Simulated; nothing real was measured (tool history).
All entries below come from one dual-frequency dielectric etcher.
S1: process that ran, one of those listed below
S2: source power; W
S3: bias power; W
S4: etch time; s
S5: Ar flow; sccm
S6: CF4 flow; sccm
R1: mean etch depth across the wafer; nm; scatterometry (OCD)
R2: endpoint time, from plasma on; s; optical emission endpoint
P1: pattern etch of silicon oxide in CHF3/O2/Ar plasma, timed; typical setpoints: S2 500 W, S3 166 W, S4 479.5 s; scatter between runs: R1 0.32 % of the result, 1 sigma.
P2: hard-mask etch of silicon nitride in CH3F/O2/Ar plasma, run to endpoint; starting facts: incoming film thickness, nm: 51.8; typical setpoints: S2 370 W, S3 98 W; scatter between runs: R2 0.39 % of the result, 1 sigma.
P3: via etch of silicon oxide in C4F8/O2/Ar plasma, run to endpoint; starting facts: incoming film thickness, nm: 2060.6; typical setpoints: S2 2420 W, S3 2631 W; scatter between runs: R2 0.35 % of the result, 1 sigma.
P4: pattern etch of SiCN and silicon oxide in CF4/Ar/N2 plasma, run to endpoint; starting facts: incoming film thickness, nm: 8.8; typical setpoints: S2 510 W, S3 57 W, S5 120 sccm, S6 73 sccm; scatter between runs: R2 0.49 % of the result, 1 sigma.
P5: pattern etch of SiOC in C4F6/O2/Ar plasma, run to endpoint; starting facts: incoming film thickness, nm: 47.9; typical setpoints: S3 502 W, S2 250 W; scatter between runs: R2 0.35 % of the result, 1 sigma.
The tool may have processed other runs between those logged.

run,hour,S1,S2,S3,S4,S5,S6,R1,R2
1,9.3,P1,500,166,479.5,,,871.64,
2,14.3,P5,250,306,,,,,22.5120
3,23.0,P2,370,98,,,,,68.5360
4,32.4,P2,370,69,,,,,76.9920
5,42.4,P4,510,57,,120,53,,10.3360
6,48.1,P1,600,166,479.5,,,928.78,
7,56.3,P1,500,166,479.5,,,875.52,
# hour 59.4: source power generator calibrated
8,65.8,P3,2420,2631,,,,,348.2900
9,75.8,P1,500,166,263.5,,,477.33,
10,84.5,P4,510,76,,120,73,,8.9921
11,94.4,P4,620,57,,120,73,,8.2221
12,102.9,P1,500,166,479.5,,,865.93,
13,109.3,P1,500,235,479.5,,,984.79,
14,114.8,P1,500,166,479.5,,,874.32,
15,122.9,P3,3430,2631,,,,,305.2700
16,129.0,P2,230,98,,,,,81.4070
17,136.3,P1,500,124,479.5,,,790.97,
18,146.6,P5,250,502,,,,,18.8300
# hour 146.9: wet clean of the chamber
19,153.5,P1,590,103,479.5,,,801.63,
20,160.3,P5,250,502,,,,,18.8700
21,166.6,P3,2420,3475,,,,,321.0300
22,173.2,P4,510,57,,120,73,,9.7751
23,178.6,P4,510,57,,95,73,,9.4709
24,185.9,P1,500,166,628.0,,,1140.70,
25,193.7,P1,500,166,479.5,,,871.21,
26,201.4,P1,300,166,479.5,,,719.21,
27,207.2,P5,180,502,,,,,21.2530
28,216.5,P4,510,57,,120,73,,9.7038
29,221.1,P1,500,166,479.5,,,874.60,
30,228.6,P1,500,166,479.5,,,866.01,
31,236.9,P1,500,166,479.5,,,865.85,
32,246.2,P1,500,166,479.5,,,858.98,

Run 33, settings as shown, results not yet in. Your forecast:
33,253.4,P1,500,166,479.5,,,?,

{"run 33": {"R1": 861.01}}
